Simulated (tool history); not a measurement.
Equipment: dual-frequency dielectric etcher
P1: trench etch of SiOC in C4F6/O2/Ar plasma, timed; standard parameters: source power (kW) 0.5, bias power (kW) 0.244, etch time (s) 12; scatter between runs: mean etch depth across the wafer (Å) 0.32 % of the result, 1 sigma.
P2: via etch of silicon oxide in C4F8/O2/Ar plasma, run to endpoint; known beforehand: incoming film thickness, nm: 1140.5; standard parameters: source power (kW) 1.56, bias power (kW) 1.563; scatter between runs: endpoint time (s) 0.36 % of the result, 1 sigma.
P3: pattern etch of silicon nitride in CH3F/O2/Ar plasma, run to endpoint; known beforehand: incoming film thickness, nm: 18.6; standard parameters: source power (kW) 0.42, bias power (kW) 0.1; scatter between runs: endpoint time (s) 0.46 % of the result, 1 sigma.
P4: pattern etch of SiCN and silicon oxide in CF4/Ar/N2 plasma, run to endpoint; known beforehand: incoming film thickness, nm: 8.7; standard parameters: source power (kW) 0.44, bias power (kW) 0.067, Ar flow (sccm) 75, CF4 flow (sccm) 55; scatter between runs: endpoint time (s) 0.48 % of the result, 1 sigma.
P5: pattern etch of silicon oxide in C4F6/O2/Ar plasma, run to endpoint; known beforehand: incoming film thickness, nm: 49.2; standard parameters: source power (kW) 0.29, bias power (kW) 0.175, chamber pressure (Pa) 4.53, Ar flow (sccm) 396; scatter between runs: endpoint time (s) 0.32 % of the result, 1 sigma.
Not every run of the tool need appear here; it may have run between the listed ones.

run,hour,process that ran,source power (kW),bias power (kW),etch time (s),Ar flow (sccm),CF4 flow (sccm),chamber pressure (Pa),mean etch depth across the wafer (Å),endpoint time (s)
1,9.1,P1,0.5,0.244,12,,,,283.64,
2,17.7,P2,1.06,1.563,,,,,,307.09
3,34,P4,0.44,0.067,,75,70,,,10.315
4,46,P1,0.5,0.244,12,,,,284.45,
5,62.6,P4,0.44,0.067,,75,55,,,10.83
6,74.7,P1,0.4,0.203,12,,,,246.33,
7,84.2,P4,0.28,0.067,,75,55,,,16.076
8,92.3,P3,0.42,0.1,,,,,,22.957
9,106,P1,0.5,0.244,12,,,,283.43,
10,120.2,P1,0.5,0.244,12,,,,283.3,
11,135.6,P1,0.5,0.244,15.5,,,,366.23,
12,148.8,P3,0.26,0.1,,,,,,27.495
13,163.9,P1,0.5,0.162,12,,,,248.96,
14,176.7,P1,0.66,0.328,12,,,,350.01,
15,188.5,P5,0.29,0.141,,396,,4.53,,19.977
16,196.9,P5,0.29,0.175,,396,,4.53,,18.637
17,205.1,P4,0.44,0.067,,89,55,,,11.081
18,215,P5,0.29,0.175,,295,,4.53,,18.001
19,226.8,P2,1.56,1.042,,,,,,293.62
20,240.6,P1,0.5,0.244,12,,,,285.02,
21,254.2,P2,1.56,1.563,,,,,,263.78
22,266.1,P1,0.5,0.342,12,,,,319.11,
23,282.4,P2,1.56,1.563,,,,,,263.73
24,297.8,P1,0.6,0.244,12,,,,305.27,
25,305.5,P5,0.29,0.175,,396,,5.93,,19.293
26,319.1,P5,0.29,0.175,,396,,4.53,,18.559
27,327.1,P3,0.42,0.081,,,,,,24.838
28,337.6,P1,0.3,0.244,12,,,,234.32,
29,347.7,P5,0.38,0.175,,396,,4.53,,16.821
30,357.6,P4,0.44,0.079,,75,55,,,10.173
31,369.2,P1,0.5,0.244,9.5,,,,224.3,
32,378.7,P1,0.5,0.244,12,,,,285.95,
33,389.7,P1,0.5,0.244,12,,,,284.43,
34,405.3,P1,0.5,0.244,12,,,,286.9,
35,420.5,P1,0.5,0.244,12,,,,287.75,
# hour 433: wet clean of the chamber
36,436.2,P1,0.5,0.244,12,,,,288.78,
37,445,P1,0.5,0.244,12,,,,289.13,
38,456.9,P1,0.5,0.244,12,,,,289.43,
39,470.2,P1,0.5,0.244,12,,,,289.42,
40,481.5,P1,0.5,0.244,12,,,,289.22,

What P1 gives has crept away from where it was. These 2 causes fit the log equally well, each at the size given:
A: bias power that arrives over what is set, % = 4.95
B: source power that arrives over what is set, % = 4.28
Creep in the process output first set in at about hour 378.7.
Every other cause this tool's parts could produce, and why it does not fit the log:
chamber walls in a state that raises the etch rate, %: serviced at hour 433, after the drift had started, without restoring the earlier output

The 4 check runs listed below each average the results of 3 wafers, and their outcomes are marked with question marks. Under which run would the listed causes produce clearly different results?
check 1,492.8,P2,1.56,1.563,,,,,,?
check 2,492.8,P5,0.29,0.175,,396,,4.53,,?
check 3,492.8,P4,0.44,0.067,,75,55,,,?
check 4,492.8,P3,0.42,0.1,,,,,,?

Predicted outcomes, by check and by cause:
check,result,if A,if B
check 1,endpoint time (s),259.95,259.04
check 2,endpoint time (s),18.298,18.286
check 3,endpoint time (s),10.615,10.394
check 4,endpoint time (s),22.642,22.69
Gap, in per cent, between the two causes that each check separates least, read from the result that separates them most: check 1 0.35 %; check 2 0.06 %; check 3 2.1 %; check 4 0.21 %
Only in check 3 would the causes give clearly different results; in the remaining checks their results would be nearly the same.

After running check 3, the following was obtained: endpoint time (s) 10.407. Which cause does this point to?

The cause is B: source power that arrives over what is set, %.
